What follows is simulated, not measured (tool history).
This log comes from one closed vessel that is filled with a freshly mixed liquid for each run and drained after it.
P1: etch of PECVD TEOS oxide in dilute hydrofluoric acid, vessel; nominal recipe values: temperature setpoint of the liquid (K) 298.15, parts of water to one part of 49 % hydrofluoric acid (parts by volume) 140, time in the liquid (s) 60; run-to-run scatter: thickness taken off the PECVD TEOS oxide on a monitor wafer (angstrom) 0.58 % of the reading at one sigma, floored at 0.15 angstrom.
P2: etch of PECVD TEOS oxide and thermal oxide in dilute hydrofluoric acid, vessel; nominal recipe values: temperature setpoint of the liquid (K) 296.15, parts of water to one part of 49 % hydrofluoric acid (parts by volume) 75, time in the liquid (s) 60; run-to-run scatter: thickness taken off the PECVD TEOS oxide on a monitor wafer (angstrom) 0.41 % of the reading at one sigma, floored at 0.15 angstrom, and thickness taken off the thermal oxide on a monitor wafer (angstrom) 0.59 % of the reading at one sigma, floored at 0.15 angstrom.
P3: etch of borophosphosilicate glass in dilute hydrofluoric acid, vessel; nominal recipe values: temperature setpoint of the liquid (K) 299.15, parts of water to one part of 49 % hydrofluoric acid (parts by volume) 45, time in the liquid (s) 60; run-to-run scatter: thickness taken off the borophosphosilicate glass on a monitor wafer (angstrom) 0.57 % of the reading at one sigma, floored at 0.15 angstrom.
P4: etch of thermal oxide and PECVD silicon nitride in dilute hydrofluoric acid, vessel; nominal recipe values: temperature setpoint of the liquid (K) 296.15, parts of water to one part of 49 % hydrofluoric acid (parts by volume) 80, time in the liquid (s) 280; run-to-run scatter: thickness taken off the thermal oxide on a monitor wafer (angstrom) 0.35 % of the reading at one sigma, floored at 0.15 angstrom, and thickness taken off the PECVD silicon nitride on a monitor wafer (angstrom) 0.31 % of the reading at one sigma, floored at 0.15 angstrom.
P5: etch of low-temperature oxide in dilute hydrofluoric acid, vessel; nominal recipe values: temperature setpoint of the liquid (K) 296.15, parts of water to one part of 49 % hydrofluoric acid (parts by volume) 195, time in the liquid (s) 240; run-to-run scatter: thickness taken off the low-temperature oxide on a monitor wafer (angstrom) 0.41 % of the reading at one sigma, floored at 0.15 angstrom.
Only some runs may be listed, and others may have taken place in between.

run   hour  process that ran  temperature setpoint of the liquid (K)  parts of water to one part of 49 % hydrofluoric acid (parts by volume)  time in the liquid (s)  hours since the thermometer was replaced  hours since the hydrofluoric acid flow meter was replaced  thickness taken off the PECVD TEOS oxide on a monitor wafer (angstrom)  thickness taken off the low-temperature oxide on a monitor wafer (angstrom)  thickness taken off the thermal oxide on a monitor wafer (angstrom)  thickness taken off the borophosphosilicate glass on a monitor wafer (angstrom)  thickness taken off the PECVD silicon nitride on a monitor wafer (angstrom)
  1    6.4                P1                                  298.15                                                                     140                      60                                     373.9                                                      207.7                                                                  77.503
  2   17.1                P5                                  290.15                                                                     195                     240                                     384.6                                                      218.4                                                                                                                                              203.440
  3   25.3                P2                                  296.15                                                                      40                      60                                     392.8                                                      226.6                                                                 352.430                                                                                                                                            71.372
  4   37.8                P1                                  298.15                                                                     200                      60                                     405.3                                                      239.1                                                                  50.667
  5   48.3                P1                                  298.15                                                                     140                      60                                     415.8                                                      249.6                                                                  77.566
  6   55.9                P3                                  299.15                                                                      45                      30                                     423.4                                                      257.2                                                                                                                                                                                                                                                                                                     223.15
  7   63.0                P4                                  296.15                                                                      80                     440                                     430.5                                                      264.3                                                                                                                                                                                                                   239.430                                                                                                                                                        226.84
  8   70.7                P5                                  296.15                                                                     340                     240                                     438.2                                                      272.0                                                                                                                                              126.840
  9   83.3                P4                                  292.15                                                                      80                     280                                     450.8                                                      284.6                                                                                                                                                                                                                   129.680                                                                                                                                                        110.65
 10   93.6                P1                                  298.15                                                                     140                      30                                     461.1                                                      294.9                                                                  38.838
 11  101.8                P1                                  298.15                                                                     140                      60                                     469.3                                                      303.1                                                                  76.790
 12  109.4                P5                                  296.15                                                                     195                     240                                     476.9                                                      310.7                                                                                                                                              254.890
 13  122.4                P1                                  298.15                                                                     140                      60                                     489.9                                                      323.7                                                                  77.216
 14  128.1                P1                                  298.15                                                                     140                      60                                     495.6                                                      329.4                                                                  77.600
 15  136.3                P1                                  302.65                                                                      55                      60                                     503.8                                                      337.6                                                                 260.510
 16  141.9                P5                                  296.15                                                                     195                      30                                     509.4                                                      343.2                                                                                                                                               32.522
 17  153.9                P3                                  307.15                                                                      45                      60                                     521.4                                                      355.2                                                                                                                                                                                                                                                                                                     615.25
 18  163.9                P1                                  292.65                                                                     230                      60                                     531.4                                                      365.2                                                                  34.084
 19  170.5                P1                                  298.15                                                                     140                      60                                     538.0                                                      371.8                                                                  77.717
 20  179.0                P3                                  299.15                                                                      80                      60                                     546.5                                                      380.3                                                                                                                                                                                                                                                                                                     239.93
 21  192.0                P1                                  303.65                                                                     140                      60                                     559.5                                                      393.3                                                                  94.546
 22  202.8                P3                                  299.15                                                                      45                      60                                     570.3                                                      404.1                                                                                                                                                                                                                                                                                                     449.84
 23  211.1                P2                                  296.15                                                                      75                      60                                     578.6                                                      412.4                                                                 181.380                                                                                                                                            35.817
 24  220.3                P1                                  298.15                                                                     140                      90                                     587.8                                                      421.6                                                                 115.050
 25  231.5                P1                                  293.65                                                                     140                      60                                     599.0                                                      432.8                                                                  65.824
 26  238.7                P4                                  296.15                                                                      80                     280                                     606.2                                                      440.0                                                                                                                                                                                                                   150.750                                                                                                                                                        145.02
 27  247.0                P1                                  301.65                                                                     220                      60                                     614.5                                                      448.3                                                                  51.195
 28  256.2                P1                                  298.15                                                                      85                      60                                     623.7                                                      457.5                                                                 136.810
 29  263.7                P2                                  296.15                                                                      75                      30                                     631.2                                                      465.0                                                                  90.935                                                                                                                                            17.943
 30  276.6                P2                                  300.65                                                                      75                      60                                     644.1                                                      477.9                                                                 215.570                                                                                                                                            42.879
 31  282.5                P4                                  296.15                                                                      45                     280                                     650.0                                                      483.8                                                                                                                                                                                                                   284.210                                                                                                                                                        254.40
 32  288.5                P1                                  298.15                                                                     140                      60                                     656.0                                                      489.8                                                                  77.652
 33  300.9                P1                                  298.15                                                                     140                      60                                     668.4                                                      502.2                                                                  74.504
 34  308.4                P1                                  298.15                                                                     140                      60                                     675.9                                                      509.7                                                                  72.167
 35  318.0                P1                                  298.15                                                                     140                      60                                     685.5                                                      519.3                                                                  72.836
 36  327.4                P1                                  298.15                                                                     140                      60                                     694.9                                                      528.7                                                                  72.011
 37  333.6                P1                                  298.15                                                                     140                      60                                     701.1                                                      534.9                                                                  71.931
 38  340.3                P1                                  298.15                                                                     140                      60                                     707.8                                                      541.6                                                                  70.500
 39  352.4                P1                                  298.15                                                                     140                      60                                     719.9                                                      553.7                                                                  70.534
 40  359.3                P1                                  298.15                                                                     140                      60                                     726.8                                                      560.6                                                                  70.372
 41  369.1                P1                                  298.15                                                                     140                      60                                     736.6                                                      570.4                                                                  70.324

P1 no longer gives what it gave before; its output has crept away from where it was. The following 2 causes, each at its listed size, fit the log equally well:
A: hydrofluoric acid flow below the setpoint (%) = 7.21
B: liquid colder than its thermometer reads (K) = 2.28
The gradual shift began around hour 288.5.

Question marks stand in for the results of the 4 check runs listed below, each run on one wafer. Under which run would the listed causes show clearly different results?
check 1  378.9                P5                                  290.65                                                                     195                     240                                                                                                                                                                                                                                                         ?
check 2  378.9                P2                                  299.15                                                                      75                      60                                                                                                                                                                            ?                                                                                                                                                 ?
check 3  378.9                P4                                  292.15                                                                      55                     280                                                                                                                                                                                                                                                                                                                              ?                                                                                                                                                             ?
check 4  378.9                P3                                  307.15                                                                      70                      60                                                                                                                                                                                                                                                                                                                                                                                                               ?

What each check would give under each cause:
  check                                                                           result     if A     if B
check 1      thickness taken off the low-temperature oxide on a monitor wafer (angstrom)  190.560  189.990
check 2           thickness taken off the PECVD TEOS oxide on a monitor wafer (angstrom)  187.140  185.520
check 2              thickness taken off the thermal oxide on a monitor wafer (angstrom)   37.305   36.981
check 3              thickness taken off the thermal oxide on a monitor wafer (angstrom)  178.240  174.980
check 3      thickness taken off the PECVD silicon nitride on a monitor wafer (angstrom)   147.73   135.29
check 4  thickness taken off the borophosphosilicate glass on a monitor wafer (angstrom)   347.41   346.71
Per-check spread between the two closest causes, in the result where they differ most: check 1 0.3 %; check 2 0.87 %; check 3 8.8 %; check 4 0.2 %
The other checks would show nearly matching results whichever cause is true, so check 3 is the only one that separates the causes.

Check 3 has now been run. It gave: thickness taken off the thermal oxide on a monitor wafer (angstrom) 178.840; thickness taken off the PECVD silicon nitride on a monitor wafer (angstrom) 147.38. Which of the candidate causes is it?

It was cause A: hydrofluoric acid flow below the setpoint (%).
